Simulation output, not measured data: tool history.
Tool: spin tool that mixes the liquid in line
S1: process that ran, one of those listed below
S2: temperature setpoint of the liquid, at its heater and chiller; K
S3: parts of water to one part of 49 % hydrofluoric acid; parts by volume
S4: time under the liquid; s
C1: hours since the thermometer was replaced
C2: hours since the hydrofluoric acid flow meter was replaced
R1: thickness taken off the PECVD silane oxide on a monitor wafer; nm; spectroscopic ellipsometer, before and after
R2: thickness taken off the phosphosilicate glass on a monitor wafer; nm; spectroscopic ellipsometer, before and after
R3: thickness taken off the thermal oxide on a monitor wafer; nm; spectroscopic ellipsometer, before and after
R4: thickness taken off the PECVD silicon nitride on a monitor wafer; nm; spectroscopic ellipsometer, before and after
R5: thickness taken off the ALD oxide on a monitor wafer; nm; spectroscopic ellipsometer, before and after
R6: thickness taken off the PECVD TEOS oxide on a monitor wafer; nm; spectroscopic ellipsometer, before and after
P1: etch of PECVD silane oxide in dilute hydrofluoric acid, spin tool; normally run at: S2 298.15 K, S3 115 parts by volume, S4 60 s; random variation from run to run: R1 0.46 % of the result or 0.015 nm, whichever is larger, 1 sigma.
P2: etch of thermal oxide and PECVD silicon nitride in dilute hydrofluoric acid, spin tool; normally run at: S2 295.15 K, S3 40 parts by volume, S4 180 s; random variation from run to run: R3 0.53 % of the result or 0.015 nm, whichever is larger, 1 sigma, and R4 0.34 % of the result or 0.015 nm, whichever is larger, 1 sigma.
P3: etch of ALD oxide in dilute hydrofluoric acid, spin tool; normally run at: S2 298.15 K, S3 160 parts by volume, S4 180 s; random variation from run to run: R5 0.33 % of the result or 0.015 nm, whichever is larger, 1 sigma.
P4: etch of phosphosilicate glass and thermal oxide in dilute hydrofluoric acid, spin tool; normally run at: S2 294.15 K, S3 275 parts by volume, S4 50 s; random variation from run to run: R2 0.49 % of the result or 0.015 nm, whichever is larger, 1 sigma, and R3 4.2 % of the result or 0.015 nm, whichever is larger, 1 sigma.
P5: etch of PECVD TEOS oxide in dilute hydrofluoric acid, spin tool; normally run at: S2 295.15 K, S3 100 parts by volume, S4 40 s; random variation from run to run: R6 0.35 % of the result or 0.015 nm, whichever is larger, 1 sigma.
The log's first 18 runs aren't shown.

run,hour,S1,S2,S3,S4,C1,C2,R1,R2,R3,R4,R5,R6
19,219.1,P3,292.65,160,180,887.6,472.2,,,,,8.7874,
20,234.4,P3,298.15,160,285,902.9,487.5,,,,,17.195,
21,241.6,P1,298.15,115,60,910.1,494.7,12.596,,,,,
22,254.3,P1,298.15,115,60,922.8,507.4,12.635,,,,,
23,269,P3,298.15,40,180,937.5,522.1,,,,,50.81,
# hour 276.1: hydrofluoric acid flow meter replaced
24,281.2,P1,298.15,115,60,949.7,5.1,12.561,,,,,
25,293.2,P5,290.15,100,40,961.7,17.1,,,,,,6.3705
26,307.5,P4,294.15,275,50,976,31.4,,8.9919,0.61524,,,
27,318.9,P5,295.15,180,40,987.4,42.8,,,,,,3.9908
28,326.8,P5,295.15,100,15,995.3,50.7,,,,,,2.9526
29,337.8,P4,294.15,75,50,1006.3,61.7,,40.481,2.9045,,,
30,345.4,P1,298.15,210,15,1013.9,69.3,1.5399,,,,,
31,358.4,P1,298.15,205,60,1026.9,82.3,6.3448,,,,,
32,374.2,P3,298.15,160,180,1042.7,98.1,,,,,10.838,
33,385.4,P1,298.15,115,60,1053.9,109.3,12.632,,,,,

Run 34 comes next. What will it give?
34,393.8,P1,298.15,115,60,1062.3,117.7,?,,,,,

Run 34 gave R1 12.39 nm.
